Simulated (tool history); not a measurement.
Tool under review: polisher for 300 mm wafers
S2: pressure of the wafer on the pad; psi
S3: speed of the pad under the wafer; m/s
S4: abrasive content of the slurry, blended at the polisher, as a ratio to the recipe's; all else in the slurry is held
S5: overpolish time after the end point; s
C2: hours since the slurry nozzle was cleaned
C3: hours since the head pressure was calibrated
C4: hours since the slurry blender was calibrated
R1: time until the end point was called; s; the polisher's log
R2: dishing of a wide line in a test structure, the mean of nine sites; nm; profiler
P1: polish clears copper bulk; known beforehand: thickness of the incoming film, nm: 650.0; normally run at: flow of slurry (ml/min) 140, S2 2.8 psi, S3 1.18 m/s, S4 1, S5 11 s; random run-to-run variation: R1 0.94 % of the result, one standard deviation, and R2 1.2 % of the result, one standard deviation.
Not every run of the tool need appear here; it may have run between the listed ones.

run 1 hour=6.4 | flow_of_slurry_(ml/min)=140 S2=2.8 S3=1.18 S4=1 S5=11 | wafers_polished_on_this_pad=352 C2=417.7 C3=144.4 C4=76.4 | R1=70.639 R2=58.564
run 2 hour=13.7 | flow_of_slurry_(ml/min)=140 S2=1.7 S3=1.18 S4=1 S5=11 | wafers_polished_on_this_pad=405 C2=425 C3=151.7 C4=83.7 | R1=114.3 R2=38.783
run 3 hour=21.5 | flow_of_slurry_(ml/min)=140 S2=2.8 S3=1.18 S4=1 S5=20 | wafers_polished_on_this_pad=461 C2=432.8 C3=159.5 C4=91.5 | R1=69.533 R2=83.419
run 4 hour=33.1 | flow_of_slurry_(ml/min)=140 S2=2.8 S3=1.7 S4=1 S5=11 | wafers_polished_on_this_pad=544 C2=444.4 C3=171.1 C4=103.1 | R1=48.911 R2=73.17
run 5 hour=43.4 | flow_of_slurry_(ml/min)=140 S2=2.8 S3=0.56 S4=1 S5=11 | wafers_polished_on_this_pad=618 C2=454.7 C3=181.4 C4=113.4 | R1=147.78 R2=34.052
run 6 hour=52.2 | flow_of_slurry_(ml/min)=140 S2=2.8 S3=1.18 S4=1.4 S5=3 | wafers_polished_on_this_pad=682 C2=463.5 C3=190.2 C4=122.2 | R1=65.604 R2=22.009
run 7 hour=62.9 | flow_of_slurry_(ml/min)=140 S2=3.8 S3=1.54 S4=1 S5=11 | wafers_polished_on_this_pad=759 C2=474.2 C3=200.9 C4=132.9 | R1=39.782 R2=85.773
run 8 hour=72.1 | flow_of_slurry_(ml/min)=220 S2=2.8 S3=1.18 S4=1 S5=11 | wafers_polished_on_this_pad=825 C2=483.4 C3=210.1 C4=142.1 | R1=64.883 R2=62.087
run 9 hour=84.6 | flow_of_slurry_(ml/min)=140 S2=2.8 S3=1.18 S4=1 S5=11 | wafers_polished_on_this_pad=915 C2=495.9 C3=222.6 C4=154.6 | R1=70.294 R2=58.516
run 10 hour=95.7 | flow_of_slurry_(ml/min)=140 S2=2.8 S3=1.18 S4=1.5 S5=11 | wafers_polished_on_this_pad=995 C2=507 C3=233.7 C4=165.7 | R1=64.271 R2=62.259
run 11 hour=101.5 | flow_of_slurry_(ml/min)=140 S2=4.3 S3=1.18 S4=1 S5=11 | wafers_polished_on_this_pad=1036 C2=512.8 C3=239.5 C4=171.5 | R1=46.482 R2=82.706
run 12 hour=109.8 | flow_of_slurry_(ml/min)=85 S2=2.8 S3=1.18 S4=1 S5=11 | wafers_polished_on_this_pad=1096 C2=521.1 C3=247.8 C4=179.8 | R1=77.931 R2=54.177
run 13 hour=119.9 | flow_of_slurry_(ml/min)=140 S2=2.8 S3=1.18 S4=1 S5=11 | wafers_polished_on_this_pad=1169 C2=531.2 C3=257.9 C4=189.9 | R1=70.792 R2=57.844
run 14 hour=126.3 | flow_of_slurry_(ml/min)=140 S2=2.8 S3=1.18 S4=0.65 S5=11 | wafers_polished_on_this_pad=1215 C2=537.6 C3=264.3 C4=196.3 | R1=77.309 R2=55.154
run 15 hour=135.7 | flow_of_slurry_(ml/min)=140 S2=2.8 S3=1.18 S4=1 S5=11 | wafers_polished_on_this_pad=1283 C2=547 C3=273.7 C4=205.7 | R1=70.603 R2=59.468
run 16 hour=144.4 | flow_of_slurry_(ml/min)=140 S2=2.8 S3=1.18 S4=1 S5=11 | wafers_polished_on_this_pad=1345 C2=555.7 C3=282.4 C4=214.4 | R1=71.15 R2=57.586
run 17 hour=152.9 | flow_of_slurry_(ml/min)=140 S2=2.8 S3=1.18 S4=1 S5=3 | wafers_polished_on_this_pad=1406 C2=564.2 C3=290.9 C4=222.9 | R1=70.263 R2=20.482
run 18 hour=161.2 | flow_of_slurry_(ml/min)=140 S2=1.6 S3=1.18 S4=1.3 S5=11 | wafers_polished_on_this_pad=1466 C2=572.5 C3=299.2 C4=231.2 | R1=114.06 R2=38.088
run 19 hour=168.3 | flow_of_slurry_(ml/min)=140 S2=2.8 S3=1.18 S4=1 S5=11 | wafers_polished_on_this_pad=1517 C2=579.6 C3=306.3 C4=238.3 | R1=70.059 R2=60.674
run 20 hour=178.7 | flow_of_slurry_(ml/min)=140 S2=2.8 S3=1.18 S4=1 S5=11 | wafers_polished_on_this_pad=1592 C2=590 C3=316.7 C4=248.7 | R1=72.169 R2=56.216
run 21 hour=190.4 | flow_of_slurry_(ml/min)=140 S2=2.8 S3=1.18 S4=1 S5=11 | wafers_polished_on_this_pad=1676 C2=601.7 C3=328.4 C4=260.4 | R1=74.017 R2=56.922
run 22 hour=199.5 | flow_of_slurry_(ml/min)=140 S2=2.8 S3=1.18 S4=1 S5=11 | wafers_polished_on_this_pad=1742 C2=610.8 C3=337.5 C4=269.5 | R1=75.543 R2=54.776
-- hour=209.6 head pressure recalibrated
run 23 hour=211.3 | flow_of_slurry_(ml/min)=140 S2=2.8 S3=1.18 S4=1 S5=11 | wafers_polished_on_this_pad=1827 C2=622.6 C3=1.8 C4=281.3 | R1=76.756 R2=56.395
-- hour=218.3 slurry blender recalibrated
run 24 hour=221.3 | flow_of_slurry_(ml/min)=140 S2=2.8 S3=1.18 S4=1 S5=11 | wafers_polished_on_this_pad=1899 C2=632.6 C3=11.8 C4=3.1 | R1=77.228 R2=54.171
run 25 hour=234.1 | flow_of_slurry_(ml/min)=140 S2=2.8 S3=1.18 S4=1 S5=11 | wafers_polished_on_this_pad=1991 C2=645.4 C3=24.6 C4=15.9 | R1=77.586 R2=55.5
run 26 hour=244.2 | flow_of_slurry_(ml/min)=140 S2=2.8 S3=1.18 S4=1 S5=11 | wafers_polished_on_this_pad=2063 C2=655.5 C3=34.7 C4=26 | R1=78.978 R2=54.122
run 27 hour=254 | flow_of_slurry_(ml/min)=140 S2=2.8 S3=1.18 S4=1 S5=11 | wafers_polished_on_this_pad=2134 C2=665.3 C3=44.5 C4=35.8 | R1=78.986 R2=54.499
run 28 hour=260.3 | flow_of_slurry_(ml/min)=140 S2=2.8 S3=1.18 S4=1 S5=11 | wafers_polished_on_this_pad=2179 C2=671.6 C3=50.8 C4=42.1 | R1=78.786 R2=54.305
run 29 hour=268.2 | flow_of_slurry_(ml/min)=140 S2=2.8 S3=1.18 S4=1 S5=11 | wafers_polished_on_this_pad=2236 C2=679.5 C3=58.7 C4=50 | R1=80.098 R2=53.697

What P1 gives has crept off from where it sat before. The 2 causes that follow fit the log equally well, each at the size noted:
A: removal rate lost through wear of the pad, % = 11.1
B: slurry flow missing at the pad, % = 39.6
The creep began at about hour 168.3.
What rules out each remaining cause:
head's pressure below its setpoint, %: serviced at hour 209.6, after the change had begun; the process did not return to its earlier output
abrasive missing from the slurry, %: serviced at hour 218.3, after the change had begun; the process did not return to its earlier output

4 check runs are offered, each on 5 wafers whose results are averaged, their results left as question marks. Which one tells the causes apart?
run check 1 hour=276.1 | flow_of_slurry_(ml/min)=195 S2=2.8 S3=1.62 S4=1 S5=11 | R1=? R2=?
run check 2 hour=276.1 | flow_of_slurry_(ml/min)=140 S2=2.8 S3=1.42 S4=1.4 S5=11 | R1=? R2=?
run check 3 hour=276.1 | flow_of_slurry_(ml/min)=140 S2=2.8 S3=1.18 S4=1 S5=18 | R1=? R2=?
run check 4 hour=276.1 | flow_of_slurry_(ml/min)=140 S2=2.8 S3=1.6 S4=1 S5=6 | R1=? R2=?

What each check would give under each cause:
check=check_1 result=R1 if_A=54.549 if_B=52.903
check=check_1 result=R2 if_A=68.316 if_B=69.514
check=check_2 result=R1 if_A=60.94 if_B=60.927
check=check_2 result=R2 if_A=63.983 if_B=63.992
check=check_3 result=R1 if_A=78.931 if_B=78.913
check=check_3 result=R2 if_A=73.108 if_B=73.117
check=check_4 result=R1 if_A=58.211 if_B=58.198
check=check_4 result=R2 if_A=43.468 if_B=43.476
Separation of the two closest causes in each check, using whichever result separates them best: check 1 3.06 %; check 2 0.02 %; check 3 0.02 %; check 4 0.02 %
Check 1 is the one run that separates the causes; every other check would come out nearly the same whichever cause is at work.

Here is what check 1 returned: R1 52.984 s; R2 69.496 nm. Which cause is it?

It was cause B: slurry flow missing at the pad, %.

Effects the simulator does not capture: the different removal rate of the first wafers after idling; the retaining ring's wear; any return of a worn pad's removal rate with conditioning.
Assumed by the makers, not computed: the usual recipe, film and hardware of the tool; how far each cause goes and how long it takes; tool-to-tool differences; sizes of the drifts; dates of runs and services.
